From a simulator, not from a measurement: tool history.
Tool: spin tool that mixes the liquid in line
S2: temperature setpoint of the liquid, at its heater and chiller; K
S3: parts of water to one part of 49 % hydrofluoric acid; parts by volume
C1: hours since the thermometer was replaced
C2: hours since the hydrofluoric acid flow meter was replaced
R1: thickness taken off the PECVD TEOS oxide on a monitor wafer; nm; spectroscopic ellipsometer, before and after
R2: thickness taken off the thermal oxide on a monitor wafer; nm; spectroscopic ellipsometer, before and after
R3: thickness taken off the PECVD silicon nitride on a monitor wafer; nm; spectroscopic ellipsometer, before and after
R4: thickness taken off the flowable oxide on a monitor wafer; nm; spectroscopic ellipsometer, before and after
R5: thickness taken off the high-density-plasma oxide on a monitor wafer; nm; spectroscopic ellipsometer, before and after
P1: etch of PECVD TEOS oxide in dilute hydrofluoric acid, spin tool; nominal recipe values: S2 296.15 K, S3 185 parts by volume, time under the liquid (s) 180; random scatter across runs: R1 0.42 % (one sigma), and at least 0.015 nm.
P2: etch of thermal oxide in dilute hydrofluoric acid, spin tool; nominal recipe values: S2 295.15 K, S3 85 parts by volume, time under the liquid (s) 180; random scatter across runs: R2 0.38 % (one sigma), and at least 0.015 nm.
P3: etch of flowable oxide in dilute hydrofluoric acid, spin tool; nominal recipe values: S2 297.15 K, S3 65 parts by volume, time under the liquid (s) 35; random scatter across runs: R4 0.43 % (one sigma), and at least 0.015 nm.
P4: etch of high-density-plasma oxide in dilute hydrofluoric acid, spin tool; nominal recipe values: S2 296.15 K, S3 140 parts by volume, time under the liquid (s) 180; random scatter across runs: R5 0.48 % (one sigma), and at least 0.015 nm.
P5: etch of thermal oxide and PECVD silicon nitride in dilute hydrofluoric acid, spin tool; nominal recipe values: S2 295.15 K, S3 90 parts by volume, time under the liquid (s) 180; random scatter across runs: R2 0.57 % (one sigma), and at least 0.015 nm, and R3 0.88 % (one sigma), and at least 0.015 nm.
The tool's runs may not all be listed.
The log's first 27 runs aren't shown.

{"run": 28, "hour": 110.0, "process that ran": "P1", "S2": 290.15, "S3": 185, "time under the liquid (s)": 180, "C1": 1047.5, "C2": 559.1, "R1": 13.79}
{"run": 29, "hour": 113.7, "process that ran": "P5", "S2": 301.15, "S3": 90, "time under the liquid (s)": 180, "C1": 1051.2, "C2": 562.8, "R2": 10.359, "R3": 4.4646}
{"hour": 114.3, "done": "hydrofluoric acid flow meter replaced"}
{"run": 30, "hour": 117.6, "process that ran": "P4", "S2": 296.15, "S3": 140, "time under the liquid (s)": 180, "C1": 1055.1, "C2": 3.3, "R5": 12.667}
{"run": 31, "hour": 122.1, "process that ran": "P2", "S2": 295.15, "S3": 85, "time under the liquid (s)": 35, "C1": 1059.6, "C2": 7.8, "R2": 1.8071}
{"run": 32, "hour": 127.0, "process that ran": "P3", "S2": 297.15, "S3": 65, "time under the liquid (s)": 20, "C1": 1064.5, "C2": 12.7, "R4": 6.9754}
{"run": 33, "hour": 130.3, "process that ran": "P2", "S2": 295.15, "S3": 85, "time under the liquid (s)": 180, "C1": 1067.8, "C2": 16, "R2": 9.3364}
{"run": 34, "hour": 133.2, "process that ran": "P1", "S2": 296.15, "S3": 185, "time under the liquid (s)": 180, "C1": 1070.7, "C2": 18.9, "R1": 17.352}
{"run": 35, "hour": 136.9, "process that ran": "P1", "S2": 296.15, "S3": 185, "time under the liquid (s)": 180, "C1": 1074.4, "C2": 22.6, "R1": 16.86}
{"run": 36, "hour": 141.3, "process that ran": "P1", "S2": 296.15, "S3": 185, "time under the liquid (s)": 180, "C1": 1078.8, "C2": 27, "R1": 16.43}
{"run": 37, "hour": 146.3, "process that ran": "P1", "S2": 296.15, "S3": 185, "time under the liquid (s)": 180, "C1": 1083.8, "C2": 32, "R1": 16.346}
{"run": 38, "hour": 151.0, "process that ran": "P1", "S2": 296.15, "S3": 185, "time under the liquid (s)": 180, "C1": 1088.5, "C2": 36.7, "R1": 16.18}
{"run": 39, "hour": 154.1, "process that ran": "P1", "S2": 296.15, "S3": 185, "time under the liquid (s)": 180, "C1": 1091.6, "C2": 39.8, "R1": 16.043}

Expected results for the next run?
{"run": 40, "hour": 156.5, "process that ran": "P1", "S2": 296.15, "S3": 185, "time under the liquid (s)": 180, "C1": 1094, "C2": 42.2, "R1": "?"}

For run 40 the tool returned R1 16.144 nm.
